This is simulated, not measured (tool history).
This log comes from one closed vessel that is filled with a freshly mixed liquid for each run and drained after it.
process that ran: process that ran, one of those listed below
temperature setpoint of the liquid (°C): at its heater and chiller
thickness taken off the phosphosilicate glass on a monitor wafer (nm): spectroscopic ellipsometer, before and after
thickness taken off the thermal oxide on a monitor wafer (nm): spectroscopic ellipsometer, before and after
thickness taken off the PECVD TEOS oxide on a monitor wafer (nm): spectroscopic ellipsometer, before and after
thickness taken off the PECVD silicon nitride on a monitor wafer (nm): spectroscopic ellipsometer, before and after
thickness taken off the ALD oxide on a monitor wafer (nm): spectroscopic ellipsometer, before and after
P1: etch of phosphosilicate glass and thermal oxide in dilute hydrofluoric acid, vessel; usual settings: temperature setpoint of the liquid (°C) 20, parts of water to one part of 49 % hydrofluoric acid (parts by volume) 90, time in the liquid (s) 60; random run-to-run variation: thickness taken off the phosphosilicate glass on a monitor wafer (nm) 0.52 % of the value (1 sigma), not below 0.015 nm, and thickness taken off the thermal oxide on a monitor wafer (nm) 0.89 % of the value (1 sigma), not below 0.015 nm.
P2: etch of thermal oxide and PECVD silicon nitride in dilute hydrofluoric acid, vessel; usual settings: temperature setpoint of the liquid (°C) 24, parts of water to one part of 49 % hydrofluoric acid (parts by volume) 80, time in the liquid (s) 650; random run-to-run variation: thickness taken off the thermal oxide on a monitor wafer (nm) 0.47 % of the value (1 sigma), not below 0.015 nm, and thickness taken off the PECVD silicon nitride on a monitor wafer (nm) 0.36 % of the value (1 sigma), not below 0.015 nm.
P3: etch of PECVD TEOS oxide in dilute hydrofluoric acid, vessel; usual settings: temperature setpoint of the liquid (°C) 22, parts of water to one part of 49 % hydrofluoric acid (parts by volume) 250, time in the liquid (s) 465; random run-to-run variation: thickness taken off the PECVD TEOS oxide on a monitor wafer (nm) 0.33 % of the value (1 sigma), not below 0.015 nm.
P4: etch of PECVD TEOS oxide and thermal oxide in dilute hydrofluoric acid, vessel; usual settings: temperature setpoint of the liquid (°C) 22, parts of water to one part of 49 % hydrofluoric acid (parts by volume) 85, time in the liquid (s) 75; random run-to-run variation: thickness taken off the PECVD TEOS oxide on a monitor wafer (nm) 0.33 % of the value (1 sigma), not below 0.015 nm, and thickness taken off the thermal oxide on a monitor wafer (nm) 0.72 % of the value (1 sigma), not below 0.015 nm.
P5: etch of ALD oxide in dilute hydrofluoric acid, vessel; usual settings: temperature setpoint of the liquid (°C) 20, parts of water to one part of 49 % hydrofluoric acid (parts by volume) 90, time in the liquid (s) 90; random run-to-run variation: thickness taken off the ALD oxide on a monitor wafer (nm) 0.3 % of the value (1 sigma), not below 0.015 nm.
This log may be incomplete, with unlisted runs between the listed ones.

run	hour	process that ran	temperature setpoint of the liquid (°C)	parts of water to one part of 49 % hydrofluoric acid (parts by volume)	time in the liquid (s)	hours since the thermometer was replaced	hours since the hydrofluoric acid flow meter was replaced	thickness taken off the phosphosilicate glass on a monitor wafer (nm)	thickness taken off the thermal oxide on a monitor wafer (nm)	thickness taken off the PECVD TEOS oxide on a monitor wafer (nm)	thickness taken off the PECVD silicon nitride on a monitor wafer (nm)	thickness taken off the ALD oxide on a monitor wafer (nm)
1	6.3	P1	20	90	60	1186.9	139.8	71.957	2.5516			
2	11.7	P4	22	85	150	1192.3	145.2		7.5905	23.539		
3	18.8	P4	22	85	75	1199.4	152.3		3.7854	11.766		
4	25.7	P2	24	130	650	1206.3	159.2		22.804		9.5488	
5	29.5	P4	22	115	75	1210.1	163		2.7942	8.3721		
6	34.1	P1	20	90	60	1214.7	167.6	72.166	2.5936			
7	39.5	P3	27	250	465	1220.1	173			16.984		
8	46.4	P3	22	250	925	1227	179.9			28.405		
9	50.6	P4	17	85	75	1231.2	184.1		3.1069	9.4993		
10	57.6	P3	22	250	465	1238.2	191.1			14.311		
11	64.5	P1	20	90	30	1245.1	198	35.856	1.2973			
12	71.2	P5	20	90	35	1251.8	204.7					3.2394
13	79.4	P1	20	90	60	1260	212.9	71.669	2.547			
14	83.1	P1	26	90	90	1263.7	216.6	137.65	5.0021			
15	86.9	P1	20	165	60	1267.5	220.4	35.994	1.3037			
16	91.8	P2	24	80	650	1272.4	225.3		39.047		15.4	
17	96.7	P3	22	250	465	1277.3	230.2			14.237		
18	104	P1	20	90	60	1284.6	237.5	71.569	2.5769			
19	111.8	P1	20	90	60	1292.4	245.3	71.536	2.5901			
20	116	P2	17	80	650	1296.6	249.5		29.595		9.5627	
21	120.3	P1	27	90	60	1300.9	253.8	94.596	3.4885			
22	128.3	P5	20	45	90	1308.9	261.8					17.597
23	132.6	P2	24	80	650	1313.2	266.1		39.668		15.375	
24	139.3	P5	17	90	90	1319.9	272.8					7.3313
25	143	P3	22	40	465	1323.6	276.5			113.2		
26	150.6	P1	20	90	60	1331.2	284.1	72.918	2.622			
27	154.5	P1	20	90	100	1335.1	288	119.17	4.3421			
28	159	P1	17	90	60	1339.6	292.5	63.205	2.2587			
29	165.4	P2	24	80	260	1346	298.9		15.875		6.1967	
30	169.8	P5	20	90	90	1350.4	303.3					8.2808
31	175.4	P1	20	40	60	1356	308.9	169.85	6.1573			
32	180.5	P1	20	90	60	1361.1	314	71.852	2.554			
33	186.9	P1	20	90	60	1367.5	320.4	74.292	2.7193			
34	192.8	P1	20	90	60	1373.4	326.3	75.942	2.7405			

For run 35, what comes out?
35	198.3	P1	20	90	60	1378.9	331.8	?	?			

{"run 35": {"thickness taken off the phosphosilicate glass on a monitor wafer (nm)": 76.642, "thickness taken off the thermal oxide on a monitor wafer (nm)": 2.7793}}
